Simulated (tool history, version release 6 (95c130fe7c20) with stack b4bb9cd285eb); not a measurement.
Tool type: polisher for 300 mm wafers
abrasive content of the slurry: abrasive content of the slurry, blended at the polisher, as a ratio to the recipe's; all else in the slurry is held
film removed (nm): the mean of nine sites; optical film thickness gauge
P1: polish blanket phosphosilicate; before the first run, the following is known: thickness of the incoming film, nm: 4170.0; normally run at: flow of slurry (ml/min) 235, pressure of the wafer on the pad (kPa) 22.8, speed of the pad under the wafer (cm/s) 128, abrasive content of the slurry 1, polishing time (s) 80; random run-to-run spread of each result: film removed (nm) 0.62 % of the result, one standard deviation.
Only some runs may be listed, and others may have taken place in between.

run	day	flow of slurry (ml/min)	pressure of the wafer on the pad (kPa)	speed of the pad under the wafer (cm/s)	abrasive content of the slurry	polishing time (s)	film removed (nm)
1	0.1	235	22.8	128	1	80	717.2
2	0.221	140	22.8	128	1	80	663.82
3	0.371	235	13.8	128	1	80	442.38
4	0.488	235	22.8	128	1	48	431.2
5	0.625	235	22.8	200	1	80	1034
6	0.792	235	22.8	128	1	80	727.74
7	0.954	235	34.5	128	1	80	1094.4
8	1.058	235	22.8	128	0.55	80	526.96
9	1.179	235	22.8	128	1.25	80	801.48
10	1.292	235	22.8	96	1	80	572.48
11	1.404	235	22.8	128	1	80	723.62
12	1.567	235	22.8	128	1	80	717.15
13	1.725	355	22.8	128	1	80	751.32
14	1.846	235	22.8	128	1	114	1038.9

Run 15 comes next. What will it give?
15	2	235	34.5	128	1.25	80	?

Run 15 measured film removed (nm) 1207.8.

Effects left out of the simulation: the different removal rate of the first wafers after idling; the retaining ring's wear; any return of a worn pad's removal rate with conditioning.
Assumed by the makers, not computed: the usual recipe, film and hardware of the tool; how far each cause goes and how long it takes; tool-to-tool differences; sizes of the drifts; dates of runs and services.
